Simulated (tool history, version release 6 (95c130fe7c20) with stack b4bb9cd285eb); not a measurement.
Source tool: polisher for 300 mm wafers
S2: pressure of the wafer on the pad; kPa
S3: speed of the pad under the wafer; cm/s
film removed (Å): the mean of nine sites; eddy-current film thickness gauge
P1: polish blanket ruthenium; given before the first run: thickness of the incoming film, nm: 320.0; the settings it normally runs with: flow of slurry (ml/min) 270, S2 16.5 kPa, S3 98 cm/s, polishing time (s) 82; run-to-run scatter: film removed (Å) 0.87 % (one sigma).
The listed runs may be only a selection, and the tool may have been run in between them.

{"run": 1, "hour": 12.5, "flow of slurry (ml/min)": 270, "S2": 16.5, "S3": 98, "polishing time (s)": 82, "film removed (Å)": 1013.9}
{"run": 2, "hour": 23.5, "flow of slurry (ml/min)": 270, "S2": 25.5, "S3": 98, "polishing time (s)": 82, "film removed (Å)": 1562.9}
{"run": 3, "hour": 32.2, "flow of slurry (ml/min)": 390, "S2": 16.5, "S3": 98, "polishing time (s)": 82, "film removed (Å)": 1064.3}
{"run": 4, "hour": 47.4, "flow of slurry (ml/min)": 160, "S2": 10.3, "S3": 98, "polishing time (s)": 82, "film removed (Å)": 603.83}
{"run": 5, "hour": 56.3, "flow of slurry (ml/min)": 270, "S2": 16.5, "S3": 152, "polishing time (s)": 82, "film removed (Å)": 1578.2}
{"run": 6, "hour": 72.1, "flow of slurry (ml/min)": 270, "S2": 13.1, "S3": 56, "polishing time (s)": 82, "film removed (Å)": 456.87}
{"run": 7, "hour": 83.3, "flow of slurry (ml/min)": 270, "S2": 16.5, "S3": 98, "polishing time (s)": 82, "film removed (Å)": 1034.7}
{"run": 8, "hour": 90.6, "flow of slurry (ml/min)": 270, "S2": 16.5, "S3": 98, "polishing time (s)": 82, "film removed (Å)": 1026.2}
{"run": 9, "hour": 101.5, "flow of slurry (ml/min)": 270, "S2": 16.5, "S3": 98, "polishing time (s)": 48, "film removed (Å)": 598.95}
{"run": 10, "hour": 111.6, "flow of slurry (ml/min)": 160, "S2": 16.5, "S3": 98, "polishing time (s)": 82, "film removed (Å)": 960.17}
{"run": 11, "hour": 127.8, "flow of slurry (ml/min)": 270, "S2": 16.5, "S3": 98, "polishing time (s)": 82, "film removed (Å)": 1007.4}
{"run": 12, "hour": 135.5, "flow of slurry (ml/min)": 270, "S2": 8.3, "S3": 98, "polishing time (s)": 82, "film removed (Å)": 519.94}
{"run": 13, "hour": 143.7, "flow of slurry (ml/min)": 270, "S2": 16.5, "S3": 50, "polishing time (s)": 82, "film removed (Å)": 521.21}
{"run": 14, "hour": 160.4, "flow of slurry (ml/min)": 270, "S2": 24.8, "S3": 134, "polishing time (s)": 82, "film removed (Å)": 2078.2}
{"run": 15, "hour": 176.8, "flow of slurry (ml/min)": 270, "S2": 16.5, "S3": 98, "polishing time (s)": 125, "film removed (Å)": 1556.4}
{"run": 16, "hour": 193.5, "flow of slurry (ml/min)": 270, "S2": 16.5, "S3": 98, "polishing time (s)": 82, "film removed (Å)": 1023.1}
{"run": 17, "hour": 204.4, "flow of slurry (ml/min)": 270, "S2": 16.5, "S3": 98, "polishing time (s)": 82, "film removed (Å)": 1015.1}
{"run": 18, "hour": 218.7, "flow of slurry (ml/min)": 270, "S2": 16.5, "S3": 98, "polishing time (s)": 82, "film removed (Å)": 1005.5}
{"run": 19, "hour": 235.0, "flow of slurry (ml/min)": 270, "S2": 16.5, "S3": 98, "polishing time (s)": 82, "film removed (Å)": 988.08}
{"run": 20, "hour": 248.9, "flow of slurry (ml/min)": 270, "S2": 16.5, "S3": 98, "polishing time (s)": 82, "film removed (Å)": 987.42}
{"run": 21, "hour": 263.6, "flow of slurry (ml/min)": 270, "S2": 16.5, "S3": 98, "polishing time (s)": 82, "film removed (Å)": 975.54}
{"hour": 275.9, "done": "head pressure recalibrated"}
{"run": 22, "hour": 276.7, "flow of slurry (ml/min)": 270, "S2": 16.5, "S3": 98, "polishing time (s)": 82, "film removed (Å)": 975.13}
{"run": 23, "hour": 284.0, "flow of slurry (ml/min)": 270, "S2": 16.5, "S3": 98, "polishing time (s)": 82, "film removed (Å)": 965.04}
{"run": 24, "hour": 300.5, "flow of slurry (ml/min)": 270, "S2": 16.5, "S3": 98, "polishing time (s)": 82, "film removed (Å)": 967.61}
{"run": 25, "hour": 311.1, "flow of slurry (ml/min)": 270, "S2": 16.5, "S3": 98, "polishing time (s)": 82, "film removed (Å)": 979.41}
{"run": 26, "hour": 319.8, "flow of slurry (ml/min)": 270, "S2": 16.5, "S3": 98, "polishing time (s)": 82, "film removed (Å)": 987.66}
{"run": 27, "hour": 331.2, "flow of slurry (ml/min)": 270, "S2": 16.5, "S3": 98, "polishing time (s)": 82, "film removed (Å)": 979.81}

The output of P1 has drifted from where it used to be. Each of the 2 causes below, taken at the size shown beside it, accounts for the log equally well:
A: removal rate lost through wear of the pad, % = 4.25
B: slurry flow missing at the pad, % = 30.5
The creep began at about hour 193.5.
Every other cause this tool's parts could produce, and why it does not fit the log:
head's pressure below its setpoint, %: was serviced at hour 275.9, once the creep was under way, yet the earlier output never came back

Which of the check runs below tells the causes apart, meaning the causes would give it clearly different results? Each run uses 5 wafers whose results are averaged, and each result is shown as a question mark.
{"run": "check 1", "hour": 342.6, "flow of slurry (ml/min)": 270, "S2": 22.1, "S3": 98, "polishing time (s)": 82, "film removed (Å)": "?"}
{"run": "check 2", "hour": 342.6, "flow of slurry (ml/min)": 270, "S2": 16.5, "S3": 132, "polishing time (s)": 82, "film removed (Å)": "?"}
{"run": "check 3", "hour": 342.6, "flow of slurry (ml/min)": 270, "S2": 16.5, "S3": 74, "polishing time (s)": 82, "film removed (Å)": "?"}
{"run": "check 4", "hour": 342.6, "flow of slurry (ml/min)": 160, "S2": 16.5, "S3": 98, "polishing time (s)": 82, "film removed (Å)": "?"}

Expected result of each check under each candidate cause:
check=check_1 result=film_removed_(Å) if_A=1300.5 if_B=1300.5
check=check_2 result=film_removed_(Å) if_A=1313.7 if_B=1313.8
check=check_3 result=film_removed_(Å) if_A=736.5 if_B=736.51
check=check_4 result=film_removed_(Å) if_A=911.57 if_B=887.1
Distance between the nearest two causes, measured in the result of the check that separates them most: check 1 0 %; check 2 0 %; check 3 0 %; check 4 2.72 %
Check 4 distinguishes between the causes, while the remaining checks would return nearly the same result for all of them.

Check 4 was then run and gave: film removed (Å) 890.77. Which cause is it?

It was cause B: slurry flow missing at the pad, %.
